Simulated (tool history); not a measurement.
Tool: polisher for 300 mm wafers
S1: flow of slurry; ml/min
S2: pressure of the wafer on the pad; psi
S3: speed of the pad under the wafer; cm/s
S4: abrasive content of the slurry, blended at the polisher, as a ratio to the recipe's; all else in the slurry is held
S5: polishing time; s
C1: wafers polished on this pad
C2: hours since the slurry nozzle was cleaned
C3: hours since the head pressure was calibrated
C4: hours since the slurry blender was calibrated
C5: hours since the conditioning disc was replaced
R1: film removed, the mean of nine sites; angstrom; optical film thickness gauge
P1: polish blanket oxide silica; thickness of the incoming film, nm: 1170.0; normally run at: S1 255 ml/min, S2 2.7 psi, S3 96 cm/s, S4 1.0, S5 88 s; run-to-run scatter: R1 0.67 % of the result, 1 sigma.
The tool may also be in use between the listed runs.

| run | day | S1 | S2 | S3 | S4 | S5 | C1 | C2 | C3 | C4 | C5 | R1 |
|---|---|---|---|---|---|---|---|---|---|---|---|---|
| 1 | 0.475 | 255 | 2.7 | 96 | 1.0 | 88 | 564 | 89.1 | 515.7 | 214.5 | 107.0 | 1537.30 |
| 2 | 1.062 | 255 | 2.7 | 96 | 0.5 | 88 | 692 | 103.2 | 529.8 | 228.6 | 121.1 | 1066.60 |
| 3 | 1.725 | 390 | 2.7 | 96 | 1.0 | 88 | 838 | 119.1 | 545.7 | 244.5 | 137.0 | 1577.90 |
| 4 | 2.083 | 255 | 2.7 | 96 | 1.0 | 127 | 916 | 127.7 | 554.3 | 253.1 | 145.6 | 2230.40 |
|  | 2.208 | slurry blender recalibrated |
| 5 | 2.667 | 255 | 2.7 | 96 | 1.0 | 88 | 1044 | 141.7 | 568.3 | 11.1 | 159.6 | 1542.80 |
| 6 | 3.317 | 255 | 2.7 | 96 | 1.2 | 64 | 1187 | 157.3 | 583.9 | 26.7 | 175.2 | 1212.70 |
| 7 | 4.029 | 255 | 2.7 | 96 | 1.0 | 88 | 1343 | 174.4 | 601.0 | 43.8 | 192.3 | 1535.80 |
| 8 | 4.488 | 255 | 2.7 | 96 | 1.0 | 88 | 1443 | 185.4 | 612.0 | 54.8 | 203.3 | 1550.50 |
| 9 | 5.133 | 255 | 2.7 | 122 | 1.0 | 88 | 1585 | 200.9 | 627.5 | 70.3 | 218.8 | 1835.10 |
| 10 | 5.779 | 255 | 2.7 | 96 | 1.0 | 57 | 1727 | 216.4 | 643.0 | 85.8 | 234.3 | 1000.40 |
| 11 | 6.329 | 255 | 2.7 | 148 | 1.0 | 131 | 1847 | 229.6 | 656.2 | 99.0 | 247.5 | 3248.40 |
| 12 | 7.029 | 255 | 2.7 | 46 | 1.0 | 88 | 2001 | 246.4 | 673.0 | 115.8 | 264.3 | 847.18 |
| 13 | 7.708 | 255 | 3.6 | 96 | 1.0 | 88 | 2150 | 262.7 | 689.3 | 132.1 | 280.6 | 2052.60 |
| 14 | 8.292 | 155 | 2.7 | 96 | 1.0 | 88 | 2277 | 276.7 | 703.3 | 146.1 | 294.6 | 1438.20 |
| 15 | 8.712 | 255 | 2.7 | 128 | 1.0 | 128 | 2370 | 286.8 | 713.4 | 156.2 | 304.7 | 2796.70 |
| 16 | 9.467 | 255 | 1.7 | 96 | 1.0 | 88 | 2535 | 304.9 | 731.5 | 174.3 | 322.8 | 967.40 |
| 17 | 10.112 | 255 | 2.7 | 96 | 1.3 | 88 | 2677 | 320.4 | 747.0 | 189.8 | 338.3 | 1704.10 |
| 18 | 10.746 | 255 | 2.7 | 96 | 1.0 | 88 | 2815 | 335.6 | 762.2 | 205.0 | 353.5 | 1525.50 |
| 19 | 11.233 | 255 | 2.7 | 96 | 1.0 | 88 | 2922 | 347.3 | 773.9 | 216.7 | 365.2 | 1523.50 |
| 20 | 11.821 | 255 | 2.7 | 96 | 1.0 | 88 | 3051 | 361.4 | 788.0 | 230.8 | 379.3 | 1486.40 |
| 21 | 12.538 | 255 | 2.7 | 96 | 1.0 | 88 | 3208 | 378.6 | 805.2 | 248.0 | 396.5 | 1430.80 |
| 22 | 13.288 | 255 | 2.7 | 96 | 1.0 | 88 | 3373 | 396.6 | 823.2 | 266.0 | 414.5 | 1394.80 |
| 23 | 13.762 | 255 | 2.7 | 96 | 1.0 | 88 | 3477 | 408.0 | 834.6 | 277.4 | 425.9 | 1382.20 |
|  | 14.283 | head pressure recalibrated |
|  | 14.308 | slurry nozzle cleaned |
|  | 14.400 | conditioning disc replaced and pad reconditioned |
| 24 | 14.483 | 255 | 2.7 | 96 | 1.0 | 88 | 3635 | 4.3 | 4.9 | 294.7 | 2.0 | 1390.70 |
| 25 | 15.150 | 255 | 2.7 | 96 | 1.0 | 88 | 3781 | 20.3 | 20.9 | 310.7 | 18.0 | 1352.30 |
| 26 | 15.646 | 255 | 2.7 | 96 | 1.0 | 88 | 3890 | 32.2 | 32.8 | 322.6 | 29.9 | 1384.40 |
| 27 | 16.358 | 255 | 2.7 | 96 | 1.0 | 88 | 4046 | 49.3 | 49.9 | 339.7 | 47.0 | 1354.40 |
| 28 | 16.733 | 255 | 2.7 | 96 | 1.0 | 88 | 4128 | 58.3 | 58.9 | 348.7 | 56.0 | 1372.00 |

What P1 gives has crept away from where it was. These 2 causes fit the log equally well, each at the size given:
A: removal rate lost through wear of the pad, % = 10.8
B: abrasive missing from the slurry, % = 21
The creep began at about day 11.233.
Why every other cause is out:
slurry flow missing at the pad, %: serviced at day 14.308, which brought nothing back
head's pressure below its setpoint, %: serviced at day 14.283, which brought nothing back
time polished since the conditioner stopped cutting, s: serviced at day 14.400, which brought nothing back

4 check runs are offered, each on 2 wafers whose results are averaged, their results left as question marks. Which one tells the causes apart?
| check 1 | 17.108 | 255 | 2.7 | 96 | 0.5 | 88 |  |  |  |  |  | ? |
| check 2 | 17.108 | 255 | 2.7 | 96 | 1.2 | 88 |  |  |  |  |  | ? |
| check 3 | 17.108 | 180 | 2.7 | 96 | 1.0 | 88 |  |  |  |  |  | ? |
| check 4 | 17.108 | 255 | 2.7 | 48 | 1.0 | 116 |  |  |  |  |  | ? |

What each check would give under each cause:
| check | result | if A | if B |
|---|---|---|---|
| check 1 | R1 | 939.50 | 903.20 |
| check 2 | R1 | 1478.60 | 1494.70 |
| check 3 | R1 | 1308.10 | 1308.40 |
| check 4 | R1 | 1034.60 | 1034.80 |
How far apart the two closest causes lie, in the result that separates them most: check 1 3.94 %; check 2 1.09 %; check 3 0.02 %; check 4 0.02 %
Only check 1 tells the causes apart: in the others they would give nearly the same result.

Then check 1 was run and gave: R1 939.99 angstrom. Which cause is it?

It is A: removal rate lost through wear of the pad, %.
